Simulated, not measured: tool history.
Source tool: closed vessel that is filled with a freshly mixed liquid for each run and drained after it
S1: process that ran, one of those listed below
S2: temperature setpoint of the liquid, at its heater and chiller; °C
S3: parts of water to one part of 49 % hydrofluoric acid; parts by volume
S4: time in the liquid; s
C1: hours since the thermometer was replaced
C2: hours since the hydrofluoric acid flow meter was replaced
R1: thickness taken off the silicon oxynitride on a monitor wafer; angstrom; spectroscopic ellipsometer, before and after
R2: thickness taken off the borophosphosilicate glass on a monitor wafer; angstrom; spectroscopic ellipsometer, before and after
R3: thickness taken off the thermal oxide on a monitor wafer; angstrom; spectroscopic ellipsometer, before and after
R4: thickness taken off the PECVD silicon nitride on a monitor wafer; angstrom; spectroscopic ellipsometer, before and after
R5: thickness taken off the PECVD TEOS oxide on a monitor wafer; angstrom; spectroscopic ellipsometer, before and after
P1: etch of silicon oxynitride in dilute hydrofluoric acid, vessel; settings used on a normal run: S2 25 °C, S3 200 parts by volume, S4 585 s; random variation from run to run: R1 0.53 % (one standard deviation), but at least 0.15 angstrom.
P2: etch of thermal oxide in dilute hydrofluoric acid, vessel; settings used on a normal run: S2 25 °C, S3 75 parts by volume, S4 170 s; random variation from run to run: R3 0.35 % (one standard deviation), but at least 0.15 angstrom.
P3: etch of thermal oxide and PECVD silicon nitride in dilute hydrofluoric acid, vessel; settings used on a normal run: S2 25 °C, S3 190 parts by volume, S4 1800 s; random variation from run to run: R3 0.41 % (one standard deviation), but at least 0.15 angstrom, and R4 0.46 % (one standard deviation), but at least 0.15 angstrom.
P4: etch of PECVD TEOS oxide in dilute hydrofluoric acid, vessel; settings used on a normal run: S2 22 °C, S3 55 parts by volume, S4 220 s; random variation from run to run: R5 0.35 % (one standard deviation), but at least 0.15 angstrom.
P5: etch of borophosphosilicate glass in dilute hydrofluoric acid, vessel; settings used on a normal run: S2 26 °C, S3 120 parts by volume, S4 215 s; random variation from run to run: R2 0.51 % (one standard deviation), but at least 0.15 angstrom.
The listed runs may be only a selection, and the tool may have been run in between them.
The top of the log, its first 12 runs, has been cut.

run	day	S1	S2	S3	S4	C1	C2	R1	R2	R3	R4	R5
13	2.762	P1	25	200	60	667.4	567.7	5.6254				
14	3.054	P4	22	55	220	674.4	574.7					569.58
15	3.346	P3	25	190	3350	681.4	581.7			782.12	504.44	
16	3.517	P2	25	20	170	685.5	585.8			457.36		
17	3.804	P1	25	200	585	692.4	592.7	55.692				
18	3.95	P5	26	25	215	695.9	596.2		2952.2			
19	4.171	P2	25	75	170	701.2	601.5			112.38		
20	4.35	P2	32	75	170	705.5	605.8			148.73		
21	4.633	P1	25	315	585	712.3	612.6	31.813				
22	4.779	P1	25	125	1090	715.8	616.1	176.32				
23	4.954	P4	30	55	220	720	620.3					787.45
24	5.171	P1	25	200	585	725.2	625.5	55.448				
25	5.329	P1	25	110	815	729	629.3	151.13				
26	5.479	P4	22	55	395	732.6	632.9					1022.7
27	5.767	P2	25	75	30	739.5	639.8			20.031		
28	5.95	P5	26	120	215	743.9	644.2		532.61			
29	6.121	P1	25	200	870	748	648.3	82.852				
30	6.421	P5	26	120	325	755.2	655.5		805.19			
31	6.608	P2	25	75	170	759.7	660			112.8		
32	6.779	P1	25	200	585	763.8	664.1	55.262				
33	6.967	P1	25	200	585	768.3	668.6	53.427				
34	7.258	P1	25	200	585	775.3	675.6	53.201				
35	7.442	P1	25	200	585	779.7	680	51.934				
36	7.671	P1	25	200	585	785.2	685.5	51.89				

Predict the results of run 37:
37	7.979	P1	25	200	585	792.6	692.9	?				

{"run 37": {"R1": 51.219}}

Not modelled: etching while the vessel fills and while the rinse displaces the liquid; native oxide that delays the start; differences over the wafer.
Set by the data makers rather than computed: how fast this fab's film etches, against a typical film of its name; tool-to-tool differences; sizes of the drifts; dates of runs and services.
